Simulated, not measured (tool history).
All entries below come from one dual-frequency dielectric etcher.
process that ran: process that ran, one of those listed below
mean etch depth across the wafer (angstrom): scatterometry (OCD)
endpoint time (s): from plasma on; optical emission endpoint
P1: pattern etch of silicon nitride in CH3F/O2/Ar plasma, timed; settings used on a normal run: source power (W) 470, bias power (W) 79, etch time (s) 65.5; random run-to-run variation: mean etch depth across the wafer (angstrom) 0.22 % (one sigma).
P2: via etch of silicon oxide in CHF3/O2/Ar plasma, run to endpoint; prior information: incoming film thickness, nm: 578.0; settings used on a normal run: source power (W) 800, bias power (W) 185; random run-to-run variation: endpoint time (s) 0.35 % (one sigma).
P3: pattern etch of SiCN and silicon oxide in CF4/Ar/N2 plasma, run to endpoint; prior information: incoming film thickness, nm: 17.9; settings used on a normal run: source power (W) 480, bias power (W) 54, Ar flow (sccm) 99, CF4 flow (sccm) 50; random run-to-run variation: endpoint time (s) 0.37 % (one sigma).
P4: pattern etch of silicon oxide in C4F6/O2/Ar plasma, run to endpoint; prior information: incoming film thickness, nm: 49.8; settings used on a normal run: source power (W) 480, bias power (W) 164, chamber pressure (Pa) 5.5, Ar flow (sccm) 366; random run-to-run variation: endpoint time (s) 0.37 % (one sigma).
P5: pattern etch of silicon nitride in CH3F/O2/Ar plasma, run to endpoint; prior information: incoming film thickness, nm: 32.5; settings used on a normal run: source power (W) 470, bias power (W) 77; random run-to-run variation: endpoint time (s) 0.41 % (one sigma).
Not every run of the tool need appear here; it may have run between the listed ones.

run   hour  process that ran  source power (W)  bias power (W)  etch time (s)  chamber pressure (Pa)  Ar flow (sccm)  CF4 flow (sccm)  hours since the last wet clean  hours since the last source power generator calibration  hours since the last bias power generator calibration  mean etch depth across the wafer (angstrom)  endpoint time (s)
  1    8.6                P1               470              79           65.5                                                                                   359.1                                                    619.5                                                 3432.8                                       514.92
  2   16.2                P4               480             111                                   5.5             366                                            366.7                                                    627.1                                                 3440.4                                                           18.09
  3   20.9                P1               470              79           65.5                                                                                   371.4                                                    631.8                                                 3445.1                                       515.87
  4   25.9                P5               470              77                                                                                                  376.4                                                    636.8                                                 3450.1                                                           43.41
  5   34.5                P2               800             185                                                                                                    385                                                    645.4                                                 3458.7                                                          265.74
  6   42.6                P3               480              54                                                    99               70                           393.1                                                    653.5                                                 3466.8                                                          21.398
  7   50.7                P4               480             164                                   5.5             366                                            401.2                                                    661.6                                                 3474.9                                                          16.181
  8   59.9                P2              1060             185                                                                                                  410.4                                                    670.8                                                 3484.1                                                          238.08
  9   69.3                P1               470              79           65.5                                                                                   419.8                                                    680.2                                                 3493.5                                       513.34
 10   73.5                P1               470              79             45                                                                                     424                                                    684.4                                                 3497.7                                       353.68
 11     81                P4               670             164                                   5.5             366                                            431.5                                                    691.9                                                 3505.2                                                          14.125
 12   86.1                P1               380              54           65.5                                                                                   436.6                                                      697                                                 3510.3                                       417.74
 13   92.3                P1               580              79           65.5                                                                                   442.8                                                    703.2                                                 3516.5                                       557.34
 14   99.6                P1               330              51           65.5                                                                                   450.1                                                    710.5                                                 3523.8                                       389.82
 15  103.9                P1               470             101           65.5                                                                                   454.4                                                    714.8                                                 3528.1                                       560.69
 16  112.7                P1               470              63           65.5                                                                                   463.2                                                    723.6                                                 3536.9                                       479.41
 17  120.8                P2               800             185                                                                                                  471.3                                                    731.7                                                   3545                                                          267.36
 18  129.9                P1               330              79           65.5                                                                                   480.4                                                    740.8                                                 3554.1                                       450.79
 19  137.1                P4               480             164                                   3.5             366                                            487.6                                                      748                                                 3561.3                                                          15.347
 20  142.4                P3               480              54                                                    99               50                           492.9                                                    753.3                                                 3566.6                                                          22.723
 21  148.3                P3               480              54                                                   132               50                           498.8                                                    759.2                                                 3572.5                                                          23.922
 22  157.4                P5               470              54                                                                                                  507.9                                                    768.3                                                 3581.6                                                          48.702
 23  163.7                P2               800             251                                                                                                  514.2                                                    774.6                                                 3587.9                                                           241.1
 24  172.7                P1               470              79           65.5                                                                                   523.2                                                    783.6                                                 3596.9                                       515.82
     175.9  -- source power generator calibrated
 25  177.2                P4               480             164                                   5.5             366                                            527.7                                                      1.4                                                 3601.4                                                          16.109
 26  181.9                P3               480              64                                                    99               50                           532.4                                                      6.1                                                 3606.1                                                          21.431
     183.1  -- bias power generator calibrated
 27    186                P1               470              79             96                                                                                   536.5                                                     10.2                                                    2.9                                       755.22
 28    191                P4               480             164                                   5.5             467                                            541.5                                                     15.2                                                    7.9                                                          16.623
 29    199                P3               680              54                                                    99               50                           549.5                                                     23.2                                                   15.9                                                          16.653
 30  208.3                P1               470              79           65.5                                                                                   558.8                                                     32.5                                                   25.2                                       514.95
 31  212.8                P1               470              79           65.5                                                                                   563.3                                                       37                                                   29.7                                       514.12

For run 32, what comes out?
 32  222.1                P3               480              54                                                    99               50                           572.6                                                     46.3                                                     39                                                               ?

{"run 32": {"endpoint time (s)": 22.764}}
